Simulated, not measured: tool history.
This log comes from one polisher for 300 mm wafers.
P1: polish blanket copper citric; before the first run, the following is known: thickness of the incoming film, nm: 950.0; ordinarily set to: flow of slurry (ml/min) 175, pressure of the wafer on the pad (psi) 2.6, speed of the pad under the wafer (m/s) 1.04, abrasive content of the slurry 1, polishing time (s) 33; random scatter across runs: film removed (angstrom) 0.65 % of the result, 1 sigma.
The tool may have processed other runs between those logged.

run   hour  flow of slurry (ml/min)  pressure of the wafer on the pad (psi)  speed of the pad under the wafer (m/s)  abrasive content of the slurry  polishing time (s)  wafers polished on this pad  hours since the slurry nozzle was cleaned  hours since the head pressure was calibrated  hours since the slurry blender was calibrated  film removed (angstrom)
  1     11                      175                                     2.6                                    1.04                               1                  33                          526                                       90.8                                         173.8                                             87                   779.12
  2   26.1                      175                                     2.6                                    0.52                               1                  33                          728                                      105.9                                         188.9                                          102.1                   405.11
  3     35                      175                                     1.4                                    1.04                               1                  33                          846                                      114.8                                         197.8                                            111                    430.2
  4     49                      175                                     2.6                                    1.04                            1.45                  33                         1033                                      128.8                                         211.8                                            125                    853.6
  5   56.2                      175                                     2.6                                    1.38                               1                  15                         1129                                        136                                           219                                          132.2                   473.06
  6   65.5                      175                                     2.6                                    1.58                               1                  33                         1253                                      145.3                                         228.3                                          141.5                   1178.1
  7   80.3                      255                                     2.6                                    1.04                               1                  33                         1451                                      160.1                                         243.1                                          156.3                   821.85
  8     92                      175                                     2.6                                    1.04                               1                  33                         1607                                      171.8                                         254.8                                            168                   790.05
  9  101.2                      175                                     2.6                                    1.04                             0.7                  33                         1729                                        181                                           264                                          177.2                   728.36
 10  108.6                      105                                     2.6                                    1.04                               1                  33                         1828                                      188.4                                         271.4                                          184.6                   712.74
 11    123                      225                                     1.7                                    1.04                               1                  33                         2020                                      202.8                                         285.8                                            199                   530.07
 12  131.1                      175                                     2.6                                    1.04                               1                  33                         2128                                      210.9                                         293.9                                          207.1                   791.01
 13  145.8                      175                                     3.7                                    1.04                               1                  33                         2324                                      225.6                                         308.6                                          221.8                   1117.2
 14  153.9                      175                                     2.6                                    1.04                               1                  33                         2432                                      233.7                                         316.7                                          229.9                   791.93
 15  165.3                      175                                     2.6                                    1.04                               1                  33                         2584                                      245.1                                         328.1                                          241.3                    789.5
 16  178.8                      175                                     2.6                                    1.04                             1.2                  22                         2764                                      258.6                                         341.6                                          254.8                   540.94
 17  191.9                      175                                     2.6                                    1.04                               1                  33                         2939                                      271.7                                         354.7                                          267.9                   778.69
 18  202.2                      175                                     2.6                                    1.04                               1                  44                         3077                                        282                                           365                                          278.2                   1049.3
 19  218.7                      175                                     2.6                                    1.04                               1                  15                         3297                                      298.5                                         381.5                                          294.7                   356.03
 20  230.4                      175                                     2.6                                    1.04                               1                  33                         3453                                      310.2                                         393.2                                          306.4                    782.4
 21  238.3                      175                                     2.6                                    1.04                               1                  33                         3558                                      318.1                                         401.1                                          314.3                   759.83
 22  247.4                      175                                     2.6                                    1.04                               1                  33                         3679                                      327.2                                         410.2                                          323.4                   750.74
 23    256                      175                                     2.6                                    1.04                               1                  33                         3794                                      335.8                                         418.8                                            332                    734.9
     266.3  -- head pressure recalibrated
 24  271.5                      175                                     2.6                                    1.04                               1                  33                         4001                                      351.3                                           5.2                                          347.5                   724.56
 25  284.7                      175                                     2.6                                    1.04                               1                  33                         4177                                      364.5                                          18.4                                          360.7                   726.93
     288.6  -- slurry blender recalibrated
 26  295.6                      175                                     2.6                                    1.04                               1                  33                         4322                                      375.4                                          29.3                                            7.1                   718.94
 27    308                      175                                     2.6                                    1.04                               1                  33                         4488                                      387.8                                          41.7                                           19.5                    718.8

Something has made what P1 gives creep away from where it was; the 2 causes below, each at its own stated size, fit the log equally well:
A: slurry flow missing at the pad, % = 38.3
B: removal rate lost through wear of the pad, % = 8.66
The gradual shift began around hour 230.4.
All other causes, with the reason each is excluded:
head's pressure below its setpoint, %: serviced at hour 266.3, after the drift had started, without restoring the earlier output
abrasive missing from the slurry, %: serviced at hour 288.6, after the drift had started, without restoring the earlier output

Consider the 4 single-wafer check runs listed below, results given as question marks: which one distinguishes between the causes by giving clearly different results for each?
check 1  320.4                      105                                     2.6                                    1.04                               1                  33                                                                                                                                                                                             ?
check 2  320.4                      175                                     1.8                                    1.04                               1                  33                                                                                                                                                                                             ?
check 3  320.4                      175                                     2.6                                    1.04                               1                  24                                                                                                                                                                                             ?
check 4  320.4                      175                                     2.6                                    1.48                            1.45                  33                                                                                                                                                                                             ?

Predicted outcomes, by check and by cause:
  check                   result    if A    if B
check 1  film removed (angstrom)  617.16  650.18
check 2  film removed (angstrom)  501.92  501.99
check 3  film removed (angstrom)   521.1  521.17
check 4  film removed (angstrom)  1097.3  1097.5
Smallest distance between any two causes, each pair judged by its most separating result, in per cent: check 1 5.21 %; check 2 0.01 %; check 3 0.01 %; check 4 0.01 %
Only in check 1 would the causes give clearly different results; in the remaining checks their results would be nearly the same.

Running check 1 produced the following: film removed (angstrom) 619.54. Which one of the listed causes fits?

The cause is A: slurry flow missing at the pad, %.
